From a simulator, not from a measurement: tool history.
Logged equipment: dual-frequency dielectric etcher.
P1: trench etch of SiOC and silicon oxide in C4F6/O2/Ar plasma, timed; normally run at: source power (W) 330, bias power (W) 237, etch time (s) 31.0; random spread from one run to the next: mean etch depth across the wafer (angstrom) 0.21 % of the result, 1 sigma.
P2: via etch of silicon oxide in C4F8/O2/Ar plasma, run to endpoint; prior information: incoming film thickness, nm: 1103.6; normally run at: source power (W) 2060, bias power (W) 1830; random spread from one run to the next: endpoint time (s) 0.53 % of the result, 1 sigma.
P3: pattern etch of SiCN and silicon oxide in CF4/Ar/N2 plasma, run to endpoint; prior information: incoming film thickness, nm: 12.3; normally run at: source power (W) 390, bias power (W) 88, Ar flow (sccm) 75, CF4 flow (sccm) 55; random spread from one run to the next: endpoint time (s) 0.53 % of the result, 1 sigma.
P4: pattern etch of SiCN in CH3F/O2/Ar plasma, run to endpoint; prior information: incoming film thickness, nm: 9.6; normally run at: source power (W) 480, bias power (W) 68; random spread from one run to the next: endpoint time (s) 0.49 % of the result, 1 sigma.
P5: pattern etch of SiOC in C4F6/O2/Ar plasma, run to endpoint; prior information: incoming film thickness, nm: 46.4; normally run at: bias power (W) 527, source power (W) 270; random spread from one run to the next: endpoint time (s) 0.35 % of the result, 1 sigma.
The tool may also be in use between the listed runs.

run   hour  process that ran  source power (W)  bias power (W)  etch time (s)  Ar flow (sccm)  CF4 flow (sccm)  hours since the last wet clean  hours since the last source power generator calibration  hours since the last bias power generator calibration  mean etch depth across the wafer (angstrom)  endpoint time (s)
  1    5.4                P1               330             237           31.0                                                            272.3                                                   3205.0                                                 1815.2                                       607.13
  2   10.1                P4               480              90                                                                           277.0                                                   3209.7                                                 1819.9                                                          22.449
  3   15.1                P4               330              68                                                                           282.0                                                   3214.7                                                 1824.9                                                          28.510
  4   21.1                P1               390             237           31.0                                                            288.0                                                   3220.7                                                 1830.9                                       647.28
  5   25.9                P5               270             326                                                                           292.8                                                   3225.5                                                 1835.7                                                          21.782
  6   29.4                P3               510              88                             75               55                           296.3                                                   3229.0                                                 1839.2                                                          12.117
  7   33.2                P1               330             302           23.0                                                            300.1                                                   3232.8                                                 1843.0                                       489.64
  8   37.0                P1               330             237           31.0                                                            303.9                                                   3236.6                                                 1846.8                                       606.39
  9   41.5                P2              2060            1142                                                                           308.4                                                   3241.1                                                 1851.3                                                         254.030
 10   45.8                P4               480              68                                                                           312.7                                                   3245.4                                                 1855.6                                                          24.738
 11   49.6                P1               330             237           31.0                                                            316.5                                                   3249.2                                                 1859.4                                       605.73
 12   54.3                P1               330             181           31.0                                                            321.2                                                   3253.9                                                 1864.1                                       556.57
 13   57.7                P1               330             299           31.0                                                            324.6                                                   3257.3                                                 1867.5                                       660.52
 14   63.3                P2              1210            1830                                                                           330.2                                                   3262.9                                                 1873.1                                                         275.940
 15   66.2                P3               390              88                             75               55                           333.1                                                   3265.8                                                 1876.0                                                          15.350
 16   69.4                P1               330             237           21.5                                                            336.3                                                   3269.0                                                 1879.2                                       420.72
 17   75.0                P5               340             527                                                                           341.9                                                   3274.6                                                 1884.8                                                          16.728
 18   80.4                P5               270             527                                                                           347.3                                                   3280.0                                                 1890.2                                                          18.198
 19   86.3                P1               330             237           47.0                                                            353.2                                                   3285.9                                                 1896.1                                       921.20
 20   91.3                P2              2060            1830                                                                           358.2                                                   3290.9                                                 1901.1                                                         224.110
 21   94.7                P3               390              88                            100               55                           361.6                                                   3294.3                                                 1904.5                                                          15.989
 22   98.3                P1               330             237           31.0                                                            365.2                                                   3297.9                                                 1908.1                                       607.87
 23  104.0                P1               210             237           31.0                                                            370.9                                                   3303.6                                                 1913.8                                       511.14
 24  109.9                P3               390              56                             75               55                           376.8                                                   3309.5                                                 1919.7                                                          17.773
 25  116.1                P3               390              88                             75               55                           383.0                                                   3315.7                                                 1925.9                                                          15.377
 26  122.2                P3               390              88                             75               67                           389.1                                                   3321.8                                                 1932.0                                                          14.881
 27  128.4                P4               480              68                                                                           395.3                                                   3328.0                                                 1938.2                                                          24.687
 28  134.6                P2              2060            1830                                                                           401.5                                                   3334.2                                                 1944.4                                                         223.650
 29  137.5                P5               270             527                                                                           404.4                                                   3337.1                                                 1947.3                                                          18.163
 30  141.5                P1               330             237           31.0                                                            408.4                                                   3341.1                                                 1951.3                                       606.75
 31  144.8                P1               330             237           31.0                                                            411.7                                                   3344.4                                                 1954.6                                       606.87
 32  149.4                P1               330             237           31.0                                                            416.3                                                   3349.0                                                 1959.2                                       610.72
 33  154.6                P1               330             237           31.0                                                            421.5                                                   3354.2                                                 1964.4                                       614.10
 34  157.5                P1               330             237           31.0                                                            424.4                                                   3357.1                                                 1967.3                                       614.59
 35  160.7                P1               330             237           31.0                                                            427.6                                                   3360.3                                                 1970.5                                       615.59
 36  165.3                P1               330             237           31.0                                                            432.2                                                   3364.9                                                 1975.1                                       615.97
     167.7  -- wet clean of the chamber
 37  168.4                P1               330             237           31.0                                                              0.8                                                   3368.0                                                 1978.2                                       614.95
 38  173.3                P1               330             237           31.0                                                              5.7                                                   3372.9                                                 1983.1                                       616.43
 39  176.1                P1               330             237           31.0                                                              8.5                                                   3375.7                                                 1985.9                                       612.21
 40  179.3                P1               330             237           31.0                                                             11.7                                                   3378.9                                                 1989.1                                       616.51
 41  185.6                P1               330             237           31.0                                                             18.0                                                   3385.2                                                 1995.4                                       617.23

The output of P1 has drifted from where it used to be. Each of the 2 causes below, taken at the size shown beside it, accounts for the log equally well:
A: source power that arrives over what is set, % = 4.06
B: bias power that arrives over what is set, % = 4.57
The drift started at roughly hour 141.5.
The rest of the possible causes, and what rules out each one:
chamber walls in a state that raises the etch rate, %: its service at hour 167.7 followed the start of the drift and did not put the process back to its old value

4 check runs are offered, each on 5 wafers whose results are averaged, their results left as question marks. Which one tells the causes apart?
check 1  191.9                P2              1340            1212                                                                                                                                                                                                                                                               ?
check 2  191.9                P5               330             527                                                                                                                                                                                                                                                               ?
check 3  191.9                P3               450              65                             75               55                                                                                                                                                                                                               ?
check 4  191.9                P4               480              88                                                                                                                                                                                                                                                               ?

What every check run would give for each of its results, assuming each possible cause in turn:
  check             result     if A     if B
check 1  endpoint time (s)  293.210  294.510
check 2  endpoint time (s)   16.667   16.627
check 3  endpoint time (s)   14.425   14.724
check 4  endpoint time (s)   22.233   22.200
Separation of the two closest causes in each check, using whichever result separates them best: check 1 0.44 %; check 2 0.24 %; check 3 2.05 %; check 4 0.15 %
Check 3 tells the causes apart: in the others they would give nearly the same result.

Then check 3 was run and gave: endpoint time (s) 14.406. Which cause is it?

It is A: source power that arrives over what is set, %.
